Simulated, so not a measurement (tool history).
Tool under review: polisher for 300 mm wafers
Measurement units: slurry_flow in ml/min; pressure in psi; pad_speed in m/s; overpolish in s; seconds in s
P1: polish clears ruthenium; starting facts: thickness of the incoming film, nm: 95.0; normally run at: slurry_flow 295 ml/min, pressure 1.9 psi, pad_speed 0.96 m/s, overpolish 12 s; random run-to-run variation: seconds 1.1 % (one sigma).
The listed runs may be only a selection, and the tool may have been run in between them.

run	day	slurry_flow	pressure	pad_speed	overpolish	wafers polished on this pad	hours since the slurry nozzle was cleaned	hours since the head pressure was calibrated	seconds
1	0.167	295	1.9	0.96	12	651	317.2	204.1	86.093
2	0.3	295	1.9	0.96	4	677	320.4	207.3	87.027
3	0.575	295	1.9	0.96	21	733	327	213.9	86.014
4	0.867	295	1.9	0.96	12	791	334	220.9	86.096
5	1.075	375	1.9	0.96	12	833	339	225.9	84.136
6	1.279	295	1.9	0.46	23	874	343.9	230.8	179.28
7	1.558	295	1.9	0.96	12	930	350.6	237.5	85.851
8	1.862	295	1.1	0.96	12	991	357.9	244.8	148.83
9	2.108	295	3	0.96	12	1041	363.8	250.7	55.001
10	2.35	295	1.9	0.44	12	1089	369.6	256.5	188.76
11	2.546	295	1.9	0.96	12	1129	374.3	261.2	84.568
12	2.712	295	0.9	0.96	19	1162	378.3	265.2	181.02
13	3	295	1.9	0.96	12	1220	385.2	272.1	85.647
14	3.267	175	1.9	0.96	12	1273	391.6	278.5	91.518
15	3.433	295	1.9	1.46	12	1307	395.6	282.5	55.627
16	3.738	295	1.9	0.96	12	1368	402.9	289.8	84.949
17	3.979	295	1.9	0.96	12	1417	408.7	295.6	86.467
18	4.179	295	1.9	0.96	12	1457	413.5	300.4	89.509
19	4.417	295	1.9	0.96	12	1504	419.2	306.1	88.544
# day 4.483: head pressure recalibrated
20	4.575	295	1.9	0.96	12	1536	423	2.3	89.61
21	4.738	295	1.9	0.96	12	1569	426.9	6.2	91.003
22	5.046	295	1.9	0.96	12	1631	434.3	13.6	91.809

Compared with where it was, what P1 gives has crept away. Each cause listed below fits the log as well as the rest, at the size given for it:
A: slurry flow missing at the pad, % = 37
B: removal rate lost through wear of the pad, % = 5.17
The onset of the drift is placed at about day 3.738.
Why every other cause is out:
head's pressure below its setpoint, %: serviced at day 4.483, after the drift had started, without restoring the earlier output

Each of the check runs listed below is run on 5 wafers and reports their average, with the results left as question marks. Pick the one under which the possible causes would lead to clearly different results.
check 1	5.354	295	1.9	1.42	6				?
check 2	5.354	175	1.9	0.96	5				?
check 3	5.354	295	1.1	0.96	12				?
check 4	5.354	295	2.8	0.96	4				?

Outcome of each check run for each possible cause:
check	result	if A	if B
check 1	seconds	61.516	61.514
check 2	seconds	100.08	96.799
check 3	seconds	157.17	157.16
check 4	seconds	61.744	61.742
Minimum pairwise separation of causes per check, each pair taken at its best-separating result: check 1 0 %; check 2 3.34 %; check 3 0 %; check 4 0 %
Check 2 tells the causes apart: in the others they would give nearly the same result.

Here is what check 2 returned: seconds 99.646 s. Which cause is it?

The cause is A: slurry flow missing at the pad, %.

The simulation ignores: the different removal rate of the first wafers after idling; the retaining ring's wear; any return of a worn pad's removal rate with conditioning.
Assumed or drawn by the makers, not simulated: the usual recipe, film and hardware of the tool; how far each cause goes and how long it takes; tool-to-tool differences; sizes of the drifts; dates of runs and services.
